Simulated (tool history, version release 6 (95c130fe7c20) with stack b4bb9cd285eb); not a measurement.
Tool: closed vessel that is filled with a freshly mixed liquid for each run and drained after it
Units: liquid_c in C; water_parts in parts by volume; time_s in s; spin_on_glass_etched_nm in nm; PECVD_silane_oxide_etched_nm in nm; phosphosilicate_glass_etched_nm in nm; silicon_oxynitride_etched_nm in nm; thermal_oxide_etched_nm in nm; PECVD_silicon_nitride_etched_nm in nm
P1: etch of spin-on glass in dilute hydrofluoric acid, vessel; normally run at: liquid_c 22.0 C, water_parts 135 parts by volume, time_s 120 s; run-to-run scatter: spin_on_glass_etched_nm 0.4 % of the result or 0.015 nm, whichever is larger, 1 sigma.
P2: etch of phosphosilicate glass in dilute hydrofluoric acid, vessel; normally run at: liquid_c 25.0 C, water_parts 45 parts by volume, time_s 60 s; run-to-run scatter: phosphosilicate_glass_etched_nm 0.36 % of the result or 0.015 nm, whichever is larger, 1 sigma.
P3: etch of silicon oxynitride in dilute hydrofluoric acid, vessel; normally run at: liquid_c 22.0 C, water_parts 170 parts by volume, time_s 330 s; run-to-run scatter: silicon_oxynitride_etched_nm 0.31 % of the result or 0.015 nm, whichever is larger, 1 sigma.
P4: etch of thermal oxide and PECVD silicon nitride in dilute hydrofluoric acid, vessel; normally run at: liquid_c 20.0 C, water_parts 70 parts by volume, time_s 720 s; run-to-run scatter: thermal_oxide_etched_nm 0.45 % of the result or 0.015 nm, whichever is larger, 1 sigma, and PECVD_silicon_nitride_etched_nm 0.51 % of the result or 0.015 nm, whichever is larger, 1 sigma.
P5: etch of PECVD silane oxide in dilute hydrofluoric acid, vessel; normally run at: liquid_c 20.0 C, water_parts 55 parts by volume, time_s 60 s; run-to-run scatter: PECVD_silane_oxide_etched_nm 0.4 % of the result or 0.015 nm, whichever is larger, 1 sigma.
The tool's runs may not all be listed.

| run | hour | process | liquid_c | water_parts | time_s | hours since the thermometer was replaced | hours since the hydrofluoric acid flow meter was replaced | spin_on_glass_etched_nm | PECVD_silane_oxide_etched_nm | phosphosilicate_glass_etched_nm | silicon_oxynitride_etched_nm | thermal_oxide_etched_nm | PECVD_silicon_nitride_etched_nm |
|---|---|---|---|---|---|---|---|---|---|---|---|---|---|
| 1 | 2.2 | P1 | 22.0 | 135 | 120 | 723.1 | 1378.9 | 26.0100 |  |  |  |  |  |
| 2 | 6.8 | P5 | 20.0 | 55 | 60 | 727.7 | 1383.5 |  | 25.933 |  |  |  |  |
| 3 | 10.3 | P1 | 22.0 | 135 | 120 | 731.2 | 1387.0 | 26.0680 |  |  |  |  |  |
| 4 | 15.2 | P1 | 26.5 | 135 | 120 | 736.1 | 1391.9 | 30.9850 |  |  |  |  |  |
| 5 | 19.5 | P1 | 22.0 | 135 | 120 | 740.4 | 1396.2 | 26.2450 |  |  |  |  |  |
| 6 | 22.7 | P2 | 25.0 | 45 | 60 | 743.6 | 1399.4 |  |  | 96.887 |  |  |  |
| 7 | 27.8 | P1 | 22.0 | 55 | 220 | 748.7 | 1404.5 | 129.0800 |  |  |  |  |  |
| 8 | 30.3 | P1 | 22.0 | 65 | 45 | 751.2 | 1407.0 | 22.1240 |  |  |  |  |  |
| 9 | 34.4 | P3 | 22.0 | 65 | 330 | 755.3 | 1411.1 |  |  |  | 22.5410 |  |  |
| 10 | 37.5 | P1 | 22.0 | 135 | 120 | 758.4 | 1414.2 | 25.9850 |  |  |  |  |  |
| 11 | 41.5 | P2 | 25.0 | 30 | 60 | 762.4 | 1418.2 |  |  | 148.620 |  |  |  |
| 12 | 44.6 | P4 | 20.0 | 25 | 720 | 765.5 | 1421.3 |  |  |  |  | 126.090 | 80.173 |
| 13 | 47.2 | P5 | 20.0 | 55 | 100 | 768.1 | 1423.9 |  | 43.177 |  |  |  |  |
| 14 | 51.5 | P1 | 22.0 | 135 | 120 | 772.4 | 1428.2 | 25.9520 |  |  |  |  |  |
| 15 | 55.9 | P1 | 22.0 | 230 | 120 | 776.8 | 1432.6 | 13.9370 |  |  |  |  |  |
| 16 | 59.4 | P4 | 20.0 | 70 | 720 | 780.3 | 1436.1 |  |  |  |  | 42.880 | 29.417 |
| 17 | 63.0 | P5 | 28.0 | 55 | 60 | 783.9 | 1439.7 |  | 35.705 |  |  |  |  |
| 18 | 67.7 | P2 | 25.0 | 45 | 100 | 788.6 | 1444.4 |  |  | 162.330 |  |  |  |
| 19 | 72.1 | P1 | 18.5 | 135 | 120 | 793.0 | 1448.8 | 22.7100 |  |  |  |  |  |
| 20 | 75.1 | P4 | 24.5 | 70 | 720 | 796.0 | 1451.8 |  |  |  |  | 51.616 | 40.139 |
| 21 | 80.2 | P1 | 22.0 | 135 | 30 | 801.1 | 1456.9 | 6.5086 |  |  |  |  |  |
| 22 | 83.9 | P3 | 30.0 | 170 | 330 | 804.8 | 1460.6 |  |  |  | 11.4060 |  |  |
| 23 | 88.3 | P1 | 22.0 | 135 | 120 | 809.2 | 1465.0 | 25.8380 |  |  |  |  |  |
| 24 | 91.5 | P1 | 22.0 | 60 | 120 | 812.4 | 1468.2 | 64.1810 |  |  |  |  |  |
| 25 | 94.8 | P3 | 22.0 | 170 | 125 | 815.7 | 1471.5 |  |  |  | 3.0172 |  |  |
| 26 | 98.6 | P4 | 20.0 | 70 | 1125 | 819.5 | 1475.3 |  |  |  |  | 66.812 | 46.605 |
| 27 | 103.3 | P2 | 29.5 | 45 | 60 | 824.2 | 1480.0 |  |  | 116.920 |  |  |  |
| 28 | 107.8 | P5 | 20.0 | 20 | 60 | 828.7 | 1484.5 |  | 73.933 |  |  |  |  |
| 29 | 111.5 | P1 | 22.0 | 135 | 225 | 832.4 | 1488.2 | 48.8550 |  |  |  |  |  |
| 30 | 115.4 | P5 | 20.0 | 55 | 60 | 836.3 | 1492.1 |  | 25.901 |  |  |  |  |
| 31 | 118.5 | P3 | 22.0 | 170 | 330 | 839.4 | 1495.2 |  |  |  | 7.9506 |  |  |
| 32 | 123.1 | P3 | 22.0 | 170 | 330 | 844.0 | 1499.8 |  |  |  | 7.9054 |  |  |
| 33 | 127.8 | P1 | 22.0 | 135 | 120 | 848.7 | 1504.5 | 26.1010 |  |  |  |  |  |
| 34 | 132.2 | P1 | 22.0 | 135 | 120 | 853.1 | 1508.9 | 25.4660 |  |  |  |  |  |
| 35 | 135.3 | P1 | 22.0 | 135 | 120 | 856.2 | 1512.0 | 25.2110 |  |  |  |  |  |
| 36 | 139.4 | P1 | 22.0 | 135 | 120 | 860.3 | 1516.1 | 25.0550 |  |  |  |  |  |
| 37 | 143.7 | P1 | 22.0 | 135 | 120 | 864.6 | 1520.4 | 24.5280 |  |  |  |  |  |
| 38 | 148.8 | P1 | 22.0 | 135 | 120 | 869.7 | 1525.5 | 24.6130 |  |  |  |  |  |
| 39 | 151.8 | P1 | 22.0 | 135 | 120 | 872.7 | 1528.5 | 24.4370 |  |  |  |  |  |
| 40 | 156.6 | P1 | 22.0 | 135 | 120 | 877.5 | 1533.3 | 24.3150 |  |  |  |  |  |
| 41 | 161.1 | P1 | 22.0 | 135 | 120 | 882.0 | 1537.8 | 24.1860 |  |  |  |  |  |
| 42 | 163.5 | P1 | 22.0 | 135 | 120 | 884.4 | 1540.2 | 24.2100 |  |  |  |  |  |
| 43 | 167.1 | P1 | 22.0 | 135 | 120 | 888.0 | 1543.8 | 24.0710 |  |  |  |  |  |

What P1 gives has crept away from where it was. These 2 causes fit the log equally well, each at the size given:
A: hydrofluoric acid flow below the setpoint (%) = 6
B: liquid colder than its thermometer reads (K) = 1.8
The creep began at about hour 127.8.

4 check runs are offered, one wafer each, their results left as question marks. Which one tells the causes apart?
| check 1 | 170.7 | P4 | 23.5 | 70 | 1015 |  |  |  |  |  |  | ? | ? |
| check 2 | 170.7 | P2 | 25.0 | 45 | 90 |  |  |  |  | ? |  |  |  |
| check 3 | 170.7 | P3 | 30.0 | 170 | 330 |  |  |  |  |  | ? |  |  |
| check 4 | 170.7 | P5 | 27.5 | 55 | 60 |  |  |  | ? |  |  |  |  |

What each check would give under each cause:
| check | result | if A | if B |
|---|---|---|---|
| check 1 | thermal_oxide_etched_nm | 65.179 | 64.774 |
| check 1 | PECVD_silicon_nitride_etched_nm | 49.584 | 46.664 |
| check 2 | phosphosilicate_glass_etched_nm | 136.420 | 135.250 |
| check 3 | silicon_oxynitride_etched_nm | 10.5650 | 10.5050 |
| check 4 | PECVD_silane_oxide_etched_nm | 32.871 | 32.695 |
How far apart the two closest causes lie, in the result that separates them most: check 1 6.07 %; check 2 0.86 %; check 3 0.56 %; check 4 0.54 %
Only check 1 tells the causes apart: in the others they would give nearly the same result.

Check 1 was then run and gave: thermal_oxide_etched_nm 64.897 nm; PECVD_silicon_nitride_etched_nm 49.703 nm. Which cause is it?

It is A: hydrofluoric acid flow below the setpoint (%).
